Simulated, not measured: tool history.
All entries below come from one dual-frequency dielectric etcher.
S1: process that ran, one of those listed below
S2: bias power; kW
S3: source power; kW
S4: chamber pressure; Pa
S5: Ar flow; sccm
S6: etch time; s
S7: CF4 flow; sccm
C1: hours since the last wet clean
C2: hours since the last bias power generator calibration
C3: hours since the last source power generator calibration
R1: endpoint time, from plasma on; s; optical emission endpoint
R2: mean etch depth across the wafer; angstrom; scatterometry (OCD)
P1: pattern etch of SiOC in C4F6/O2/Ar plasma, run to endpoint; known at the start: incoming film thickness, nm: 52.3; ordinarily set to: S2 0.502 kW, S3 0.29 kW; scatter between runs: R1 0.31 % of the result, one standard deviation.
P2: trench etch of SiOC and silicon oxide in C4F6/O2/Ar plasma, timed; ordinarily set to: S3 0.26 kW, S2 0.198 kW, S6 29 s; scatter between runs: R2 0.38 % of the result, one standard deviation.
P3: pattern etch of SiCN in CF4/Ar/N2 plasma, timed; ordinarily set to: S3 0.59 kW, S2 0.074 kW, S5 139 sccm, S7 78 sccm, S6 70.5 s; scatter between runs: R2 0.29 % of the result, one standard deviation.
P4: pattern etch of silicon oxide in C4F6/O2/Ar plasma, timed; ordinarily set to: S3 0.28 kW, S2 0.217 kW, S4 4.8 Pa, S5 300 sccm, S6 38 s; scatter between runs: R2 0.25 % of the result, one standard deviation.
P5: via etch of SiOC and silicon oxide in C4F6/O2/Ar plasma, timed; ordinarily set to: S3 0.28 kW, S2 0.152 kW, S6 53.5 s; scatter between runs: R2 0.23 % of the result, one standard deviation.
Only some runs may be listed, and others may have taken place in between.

| run | day | S1 | S2 | S3 | S4 | S5 | S6 | S7 | C1 | C2 | C3 | R1 | R2 |
|---|---|---|---|---|---|---|---|---|---|---|---|---|---|
| 1 | 0.388 | P1 | 0.502 | 0.29 |  |  |  |  | 120.1 | 814 | 752.9 | 20.195 |  |
| 2 | 0.588 | P4 | 0.217 | 0.28 | 6.33 | 300 | 38 |  | 124.9 | 818.8 | 757.7 |  | 1055 |
| 3 | 0.871 | P3 | 0.074 | 0.59 |  | 139 | 70.5 | 78 | 131.7 | 825.6 | 764.5 |  | 757.59 |
| 4 | 1.2 | P5 | 0.152 | 0.28 |  |  | 53.5 |  | 139.6 | 833.5 | 772.4 |  | 494.71 |
| 5 | 1.425 | P4 | 0.217 | 0.28 | 4.8 | 300 | 38 |  | 145 | 838.9 | 777.8 |  | 1091.1 |
| 6 | 1.758 | P4 | 0.217 | 0.28 | 4.8 | 300 | 38 |  | 153 | 846.9 | 785.8 |  | 1089.7 |
| 7 | 2.208 | P1 | 0.665 | 0.29 |  |  |  |  | 163.8 | 857.7 | 796.6 | 18.116 |  |
| 8 | 2.621 | P1 | 0.502 | 0.29 |  |  |  |  | 173.7 | 867.6 | 806.5 | 20.256 |  |
| 9 | 2.879 | P3 | 0.098 | 0.59 |  | 139 | 70.5 | 78 | 179.9 | 873.8 | 812.7 |  | 835.35 |
| 10 | 3.283 | P1 | 0.502 | 0.29 |  |  |  |  | 189.6 | 883.5 | 822.4 | 20.14 |  |
| 11 | 3.721 | P1 | 0.502 | 0.29 |  |  |  |  | 200.1 | 894 | 832.9 | 20.202 |  |
| 12 | 4.142 | P5 | 0.091 | 0.28 |  |  | 53.5 |  | 210.2 | 904.1 | 843 |  | 422.74 |
| 13 | 4.496 | P1 | 0.596 | 0.18 |  |  |  |  | 218.7 | 912.6 | 851.5 | 22.528 |  |
| 14 | 4.775 | P1 | 0.502 | 0.29 |  |  |  |  | 225.4 | 919.3 | 858.2 | 20.248 |  |
| 15 | 5.221 | P1 | 0.502 | 0.29 |  |  |  |  | 236.1 | 930 | 868.9 | 20.121 |  |
| 16 | 5.442 | P2 | 0.198 | 0.35 |  |  | 29 |  | 241.4 | 935.3 | 874.2 |  | 573.36 |
| 17 | 5.858 | P5 | 0.152 | 0.28 |  |  | 72 |  | 251.4 | 945.3 | 884.2 |  | 667.27 |
| 18 | 6.292 | P3 | 0.074 | 0.59 |  | 194 | 70.5 | 78 | 261.8 | 955.7 | 894.6 |  | 711.84 |
| 19 | 6.604 | P3 | 0.074 | 0.36 |  | 139 | 70.5 | 78 | 269.3 | 963.2 | 902.1 |  | 490.83 |
| 20 | 6.804 | P3 | 0.074 | 0.59 |  | 139 | 70.5 | 93 | 274.1 | 968 | 906.9 |  | 779.71 |
| 21 | 7.208 | P1 | 0.502 | 0.23 |  |  |  |  | 283.8 | 977.7 | 916.6 | 21.963 |  |

For run 22, what comes out?
| 22 | 7.617 | P2 | 0.198 | 0.26 |  |  | 20.5 |  | 293.6 | 987.5 | 926.4 |  | ? |

Run 22 produced R2 359.05 angstrom.
